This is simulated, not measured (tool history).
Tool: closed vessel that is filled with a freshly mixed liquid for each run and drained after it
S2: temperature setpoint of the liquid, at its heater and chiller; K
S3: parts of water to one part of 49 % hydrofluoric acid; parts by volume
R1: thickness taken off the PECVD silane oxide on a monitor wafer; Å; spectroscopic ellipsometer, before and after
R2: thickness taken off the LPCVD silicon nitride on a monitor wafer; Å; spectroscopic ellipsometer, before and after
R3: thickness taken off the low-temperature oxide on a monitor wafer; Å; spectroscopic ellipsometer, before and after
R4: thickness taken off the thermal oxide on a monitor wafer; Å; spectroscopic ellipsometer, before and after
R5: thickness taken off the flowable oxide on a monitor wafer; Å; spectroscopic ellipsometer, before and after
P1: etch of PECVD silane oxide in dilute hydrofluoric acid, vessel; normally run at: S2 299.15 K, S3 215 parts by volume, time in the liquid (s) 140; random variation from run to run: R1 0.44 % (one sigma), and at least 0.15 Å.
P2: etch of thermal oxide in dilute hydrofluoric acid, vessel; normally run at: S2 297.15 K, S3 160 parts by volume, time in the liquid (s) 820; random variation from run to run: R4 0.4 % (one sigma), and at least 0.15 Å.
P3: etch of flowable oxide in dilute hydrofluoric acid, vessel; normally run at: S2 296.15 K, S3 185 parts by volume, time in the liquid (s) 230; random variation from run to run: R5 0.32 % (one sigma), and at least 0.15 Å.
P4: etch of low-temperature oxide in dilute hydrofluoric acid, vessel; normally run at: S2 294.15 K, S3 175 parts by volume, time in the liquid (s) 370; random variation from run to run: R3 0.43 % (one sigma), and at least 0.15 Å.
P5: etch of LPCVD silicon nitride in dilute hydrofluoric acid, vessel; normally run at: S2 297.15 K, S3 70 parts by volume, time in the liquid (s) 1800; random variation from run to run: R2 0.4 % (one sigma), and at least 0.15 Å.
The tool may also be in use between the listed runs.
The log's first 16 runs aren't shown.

run 17 hour=54.1 | process_that_ran=P3 S2=296.15 S3=185 time_in_the_liquid_(s)=375 | R5=379.26
run 18 hour=56.1 | process_that_ran=P5 S2=292.65 S3=70 time_in_the_liquid_(s)=1800 | R2=88.249
run 19 hour=59.7 | process_that_ran=P2 S2=297.15 S3=160 time_in_the_liquid_(s)=1290 | R4=364.75
run 20 hour=63.2 | process_that_ran=P1 S2=299.15 S3=345 time_in_the_liquid_(s)=140 | R1=141.46
run 21 hour=67.0 | process_that_ran=P3 S2=296.15 S3=185 time_in_the_liquid_(s)=230 | R5=232.12
run 22 hour=70.9 | process_that_ran=P4 S2=294.15 S3=175 time_in_the_liquid_(s)=370 | R3=482.61
run 23 hour=74.5 | process_that_ran=P1 S2=299.15 S3=215 time_in_the_liquid_(s)=140 | R1=260.60
run 24 hour=76.9 | process_that_ran=P4 S2=294.15 S3=275 time_in_the_liquid_(s)=370 | R3=277.55

The next listed run, before its measurement:
run 25 hour=79.6 | process_that_ran=P5 S2=297.15 S3=70 time_in_the_liquid_(s)=480 | R2=?

R2: 31.860 Å
